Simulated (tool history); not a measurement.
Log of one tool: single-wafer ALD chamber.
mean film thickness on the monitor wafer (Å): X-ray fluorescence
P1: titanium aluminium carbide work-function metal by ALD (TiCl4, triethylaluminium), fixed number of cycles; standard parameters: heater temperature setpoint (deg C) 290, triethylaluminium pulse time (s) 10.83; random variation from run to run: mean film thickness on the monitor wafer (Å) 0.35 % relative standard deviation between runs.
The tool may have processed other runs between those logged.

| run | hour | heater temperature setpoint (deg C) | triethylaluminium pulse time (s) | hours since the last thermocouple change | hours since the last triethylaluminium bottle change | mean film thickness on the monitor wafer (Å) |
|---|---|---|---|---|---|---|
| 1 | 14.2 | 290 | 10.83 | 260.2 | 718.5 | 19.042 |
| 2 | 26.3 | 314 | 10.83 | 272.3 | 730.6 | 21.062 |
| 3 | 35.8 | 265 | 10.83 | 281.8 | 740.1 | 16.905 |
| 4 | 44.2 | 290 | 10.83 | 290.2 | 748.5 | 19.066 |
| 5 | 51.9 | 290 | 15.90 | 297.9 | 756.2 | 19.441 |
| 6 | 62.6 | 290 | 10.83 | 308.6 | 766.9 | 19.000 |
| 7 | 76.8 | 290 | 10.83 | 322.8 | 781.1 | 19.160 |
| 8 | 86.5 | 267 | 16.53 | 332.5 | 790.8 | 17.576 |
| 9 | 100.2 | 290 | 10.83 | 346.2 | 804.5 | 19.134 |
| 10 | 115.8 | 290 | 10.83 | 361.8 | 820.1 | 19.000 |
| 11 | 123.2 | 290 | 4.04 | 369.2 | 827.5 | 14.609 |
| 12 | 133.0 | 290 | 10.83 | 379.0 | 837.3 | 19.127 |
| 13 | 149.4 | 290 | 10.83 | 395.4 | 853.7 | 18.893 |
| 14 | 160.8 | 290 | 10.83 | 406.8 | 865.1 | 18.953 |
| 15 | 174.3 | 290 | 10.83 | 420.3 | 878.6 | 18.776 |
| 16 | 186.1 | 290 | 10.83 | 432.1 | 890.4 | 18.646 |
| 17 | 201.4 | 290 | 10.83 | 447.4 | 905.7 | 18.688 |
| 18 | 213.3 | 290 | 10.83 | 459.3 | 917.6 | 18.663 |

What P1 gives has crept away from where it was. These 2 causes fit the log equally well, each at the size given:
A: wafer temperature below the value expected at the setpoint (K) = 3.9
B: triethylaluminium dose below that of a fresh bottle (%) = 14.5
At approximately hour 133.0, the process output began to creep.

Consider the 4 single-wafer check runs listed below, results given as question marks: which one distinguishes between the causes by giving clearly different results for each?
| check 1 | 225.2 | 266 | 10.83 |  |  | ? |
| check 2 | 225.2 | 290 | 5.00 |  |  | ? |
| check 3 | 225.2 | 312 | 10.83 |  |  | ? |
| check 4 | 225.2 | 308 | 10.83 |  |  | ? |

What every check run would give for each of its results, assuming each possible cause in turn:
| check | result | if A | if B |
|---|---|---|---|
| check 1 | mean film thickness on the monitor wafer (Å) | 16.701 | 16.727 |
| check 2 | mean film thickness on the monitor wafer (Å) | 15.763 | 15.055 |
| check 3 | mean film thickness on the monitor wafer (Å) | 20.625 | 20.597 |
| check 4 | mean film thickness on the monitor wafer (Å) | 20.277 | 20.254 |
Per-check spread between the two closest causes, in the result where they differ most: check 1 0.15 %; check 2 4.6 %; check 3 0.14 %; check 4 0.11 %
Only check 2 tells the causes apart: in the others they would give nearly the same result.

Check 2 was then run and gave: mean film thickness on the monitor wafer (Å) 15.004. Which cause is it?

It is B: triethylaluminium dose below that of a fresh bottle (%).
